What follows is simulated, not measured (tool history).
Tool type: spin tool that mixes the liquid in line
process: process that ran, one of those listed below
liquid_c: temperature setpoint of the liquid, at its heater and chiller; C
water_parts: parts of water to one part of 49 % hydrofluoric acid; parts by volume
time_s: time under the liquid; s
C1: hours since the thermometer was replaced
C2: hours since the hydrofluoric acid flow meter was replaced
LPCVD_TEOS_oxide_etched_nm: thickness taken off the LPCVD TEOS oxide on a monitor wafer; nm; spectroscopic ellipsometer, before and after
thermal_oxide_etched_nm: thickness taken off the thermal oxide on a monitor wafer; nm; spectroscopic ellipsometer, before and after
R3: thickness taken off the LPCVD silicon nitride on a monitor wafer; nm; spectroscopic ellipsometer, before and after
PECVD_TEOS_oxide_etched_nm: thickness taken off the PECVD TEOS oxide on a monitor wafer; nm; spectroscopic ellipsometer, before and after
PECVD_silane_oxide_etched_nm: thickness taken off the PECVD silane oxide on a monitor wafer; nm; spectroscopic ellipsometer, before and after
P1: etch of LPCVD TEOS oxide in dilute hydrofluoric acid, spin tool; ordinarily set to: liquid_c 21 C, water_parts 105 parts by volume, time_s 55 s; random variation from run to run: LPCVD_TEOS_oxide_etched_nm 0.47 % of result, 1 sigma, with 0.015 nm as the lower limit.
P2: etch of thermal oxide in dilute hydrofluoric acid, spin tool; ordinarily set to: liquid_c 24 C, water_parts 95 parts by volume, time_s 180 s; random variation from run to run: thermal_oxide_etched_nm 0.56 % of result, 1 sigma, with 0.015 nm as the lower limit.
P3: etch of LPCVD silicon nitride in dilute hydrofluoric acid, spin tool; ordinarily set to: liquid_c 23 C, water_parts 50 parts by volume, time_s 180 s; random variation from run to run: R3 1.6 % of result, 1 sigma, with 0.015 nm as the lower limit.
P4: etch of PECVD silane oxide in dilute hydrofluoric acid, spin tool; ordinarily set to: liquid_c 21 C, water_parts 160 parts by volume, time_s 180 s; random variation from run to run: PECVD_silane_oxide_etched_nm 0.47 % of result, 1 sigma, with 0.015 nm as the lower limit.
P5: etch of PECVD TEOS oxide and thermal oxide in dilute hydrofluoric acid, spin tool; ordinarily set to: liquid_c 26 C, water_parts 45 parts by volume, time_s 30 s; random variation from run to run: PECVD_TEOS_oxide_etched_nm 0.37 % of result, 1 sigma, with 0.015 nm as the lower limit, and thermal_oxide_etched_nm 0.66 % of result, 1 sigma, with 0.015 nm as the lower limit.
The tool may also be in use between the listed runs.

{"run": 1, "hour": 11.5, "process": "P1", "liquid_c": 21, "water_parts": 105, "time_s": 55, "C1": 838.3, "C2": 239.7, "LPCVD_TEOS_oxide_etched_nm": 11.297}
{"run": 2, "hour": 25.6, "process": "P2", "liquid_c": 24, "water_parts": 95, "time_s": 365, "C1": 852.4, "C2": 253.8, "thermal_oxide_etched_nm": 17.699}
{"run": 3, "hour": 36.6, "process": "P3", "liquid_c": 23, "water_parts": 70, "time_s": 180, "C1": 863.4, "C2": 264.8, "R3": 1.1637}
{"run": 4, "hour": 46.8, "process": "P1", "liquid_c": 21, "water_parts": 105, "time_s": 55, "C1": 873.6, "C2": 275, "LPCVD_TEOS_oxide_etched_nm": 11.264}
{"run": 5, "hour": 60.5, "process": "P1", "liquid_c": 17, "water_parts": 105, "time_s": 55, "C1": 887.3, "C2": 288.7, "LPCVD_TEOS_oxide_etched_nm": 9.5754}
{"run": 6, "hour": 76.5, "process": "P1", "liquid_c": 21, "water_parts": 105, "time_s": 55, "C1": 903.3, "C2": 304.7, "LPCVD_TEOS_oxide_etched_nm": 11.372}
{"run": 7, "hour": 83.8, "process": "P5", "liquid_c": 26, "water_parts": 45, "time_s": 30, "C1": 910.6, "C2": 312, "thermal_oxide_etched_nm": 3.7973, "PECVD_TEOS_oxide_etched_nm": 11.049}
{"run": 8, "hour": 94.5, "process": "P3", "liquid_c": 17, "water_parts": 50, "time_s": 180, "C1": 921.3, "C2": 322.7, "R3": 1.0653}
{"run": 9, "hour": 108.5, "process": "P4", "liquid_c": 21, "water_parts": 160, "time_s": 315, "C1": 935.3, "C2": 336.7, "PECVD_silane_oxide_etched_nm": 24.352}
{"run": 10, "hour": 117.0, "process": "P3", "liquid_c": 23, "water_parts": 50, "time_s": 180, "C1": 943.8, "C2": 345.2, "R3": 1.606}
{"run": 11, "hour": 124.0, "process": "P1", "liquid_c": 26.5, "water_parts": 105, "time_s": 100, "C1": 950.8, "C2": 352.2, "LPCVD_TEOS_oxide_etched_nm": 25.47}
{"run": 12, "hour": 136.8, "process": "P2", "liquid_c": 17, "water_parts": 95, "time_s": 180, "C1": 963.6, "C2": 365, "thermal_oxide_etched_nm": 6.5974}
{"run": 13, "hour": 150.9, "process": "P5", "liquid_c": 33, "water_parts": 45, "time_s": 30, "C1": 977.7, "C2": 379.1, "thermal_oxide_etched_nm": 4.99, "PECVD_TEOS_oxide_etched_nm": 14.597}
{"run": 14, "hour": 163.6, "process": "P1", "liquid_c": 21, "water_parts": 145, "time_s": 85, "C1": 990.4, "C2": 391.8, "LPCVD_TEOS_oxide_etched_nm": 12.066}
{"run": 15, "hour": 170.7, "process": "P1", "liquid_c": 21, "water_parts": 105, "time_s": 55, "C1": 997.5, "C2": 398.9, "LPCVD_TEOS_oxide_etched_nm": 11.273}
{"run": 16, "hour": 178.6, "process": "P1", "liquid_c": 21, "water_parts": 105, "time_s": 15, "C1": 1005.4, "C2": 406.8, "LPCVD_TEOS_oxide_etched_nm": 3.0819}
{"run": 17, "hour": 190.4, "process": "P4", "liquid_c": 28.5, "water_parts": 160, "time_s": 180, "C1": 1017.2, "C2": 418.6, "PECVD_silane_oxide_etched_nm": 18.331}
{"run": 18, "hour": 200.2, "process": "P4", "liquid_c": 21, "water_parts": 40, "time_s": 180, "C1": 1027, "C2": 428.4, "PECVD_silane_oxide_etched_nm": 63.816}
{"run": 19, "hour": 207.6, "process": "P4", "liquid_c": 21, "water_parts": 160, "time_s": 180, "C1": 1034.4, "C2": 435.8, "PECVD_silane_oxide_etched_nm": 14.028}
{"run": 20, "hour": 216.5, "process": "P5", "liquid_c": 26, "water_parts": 25, "time_s": 30, "C1": 1043.3, "C2": 444.7, "thermal_oxide_etched_nm": 7.0639, "PECVD_TEOS_oxide_etched_nm": 20.51}
{"run": 21, "hour": 231.4, "process": "P1", "liquid_c": 21, "water_parts": 105, "time_s": 55, "C1": 1058.2, "C2": 459.6, "LPCVD_TEOS_oxide_etched_nm": 11.195}
{"run": 22, "hour": 241.9, "process": "P1", "liquid_c": 21, "water_parts": 105, "time_s": 55, "C1": 1068.7, "C2": 470.1, "LPCVD_TEOS_oxide_etched_nm": 11.228}
{"run": 23, "hour": 250.3, "process": "P5", "liquid_c": 26, "water_parts": 45, "time_s": 15, "C1": 1077.1, "C2": 478.5, "thermal_oxide_etched_nm": 1.9019, "PECVD_TEOS_oxide_etched_nm": 5.544}
{"run": 24, "hour": 266.0, "process": "P1", "liquid_c": 21, "water_parts": 175, "time_s": 55, "C1": 1092.8, "C2": 494.2, "LPCVD_TEOS_oxide_etched_nm": 6.2724}
{"run": 25, "hour": 276.3, "process": "P1", "liquid_c": 21, "water_parts": 105, "time_s": 105, "C1": 1103.1, "C2": 504.5, "LPCVD_TEOS_oxide_etched_nm": 21.741}
{"run": 26, "hour": 285.9, "process": "P2", "liquid_c": 24, "water_parts": 95, "time_s": 180, "C1": 1112.7, "C2": 514.1, "thermal_oxide_etched_nm": 8.7399}
{"run": 27, "hour": 299.8, "process": "P2", "liquid_c": 24, "water_parts": 180, "time_s": 180, "C1": 1126.6, "C2": 528, "thermal_oxide_etched_nm": 4.1642}
{"run": 28, "hour": 307.8, "process": "P3", "liquid_c": 23, "water_parts": 50, "time_s": 360, "C1": 1134.6, "C2": 536, "R3": 3.2722}
{"run": 29, "hour": 321.0, "process": "P1", "liquid_c": 21, "water_parts": 30, "time_s": 55, "C1": 1147.8, "C2": 549.2, "LPCVD_TEOS_oxide_etched_nm": 43.414}
{"run": 30, "hour": 328.6, "process": "P1", "liquid_c": 27, "water_parts": 105, "time_s": 55, "C1": 1155.4, "C2": 556.8, "LPCVD_TEOS_oxide_etched_nm": 14.407}
{"run": 31, "hour": 342.1, "process": "P1", "liquid_c": 21, "water_parts": 165, "time_s": 110, "C1": 1168.9, "C2": 570.3, "LPCVD_TEOS_oxide_etched_nm": 13.524}
{"run": 32, "hour": 356.0, "process": "P1", "liquid_c": 21, "water_parts": 105, "time_s": 55, "C1": 1182.8, "C2": 584.2, "LPCVD_TEOS_oxide_etched_nm": 11.37}
{"run": 33, "hour": 366.2, "process": "P1", "liquid_c": 21, "water_parts": 105, "time_s": 55, "C1": 1193, "C2": 594.4, "LPCVD_TEOS_oxide_etched_nm": 11.803}
{"run": 34, "hour": 380.1, "process": "P1", "liquid_c": 21, "water_parts": 105, "time_s": 55, "C1": 1206.9, "C2": 608.3, "LPCVD_TEOS_oxide_etched_nm": 12.207}
{"run": 35, "hour": 389.3, "process": "P1", "liquid_c": 21, "water_parts": 105, "time_s": 55, "C1": 1216.1, "C2": 617.5, "LPCVD_TEOS_oxide_etched_nm": 12.347}
{"run": 36, "hour": 398.1, "process": "P1", "liquid_c": 21, "water_parts": 105, "time_s": 55, "C1": 1224.9, "C2": 626.3, "LPCVD_TEOS_oxide_etched_nm": 12.463}
{"run": 37, "hour": 411.2, "process": "P1", "liquid_c": 21, "water_parts": 105, "time_s": 55, "C1": 1238, "C2": 639.4, "LPCVD_TEOS_oxide_etched_nm": 12.468}
{"run": 38, "hour": 418.3, "process": "P1", "liquid_c": 21, "water_parts": 105, "time_s": 55, "C1": 1245.1, "C2": 646.5, "LPCVD_TEOS_oxide_etched_nm": 12.482}

The output of P1 has drifted from where it used to be. Each of the 2 causes below, taken at the size shown beside it, accounts for the log equally well:
A: hydrofluoric acid flow above the setpoint (%) = 9.21
B: liquid hotter than its thermometer reads (K) = 2.45
The onset of the drift is placed at about hour 356.

You are offered 4 check runs, listed below with question marks in place of their results; each one averages 3 wafers. Which run separates the listed causes by giving clearly different results for each?
{"run": "check 1", "hour": 425.4, "process": "P5", "liquid_c": 32.5, "water_parts": 45, "time_s": 30, "thermal_oxide_etched_nm": "?", "PECVD_TEOS_oxide_etched_nm": "?"}
{"run": "check 2", "hour": 425.4, "process": "P4", "liquid_c": 27.5, "water_parts": 90, "time_s": 180, "PECVD_silane_oxide_etched_nm": "?"}
{"run": "check 3", "hour": 425.4, "process": "P2", "liquid_c": 18, "water_parts": 95, "time_s": 315, "thermal_oxide_etched_nm": "?"}
{"run": "check 4", "hour": 425.4, "process": "P3", "liquid_c": 23, "water_parts": 50, "time_s": 295, "R3": "?"}

Outcome of each check run for each possible cause:
check=check_1 result=thermal_oxide_etched_nm if_A=5.4051 if_B=5.4028
check=check_1 result=PECVD_TEOS_oxide_etched_nm if_A=15.745 if_B=15.738
check=check_2 result=PECVD_silane_oxide_etched_nm if_A=38.271 if_B=38.091
check=check_3 result=thermal_oxide_etched_nm if_A=13.218 if_B=13.284
check=check_4 result=R3 if_A=2.9119 if_B=3.1508
Distance between the nearest two causes, measured in the result of the check that separates them most: check 1 0.04 %; check 2 0.47 %; check 3 0.49 %; check 4 7.89 %
Check 4 distinguishes between the causes, while the remaining checks would return nearly the same result for all of them.

The results of check 4 are: R3 2.9085 nm. Based on these, which of the listed causes is it?

It was cause A: hydrofluoric acid flow above the setpoint (%).
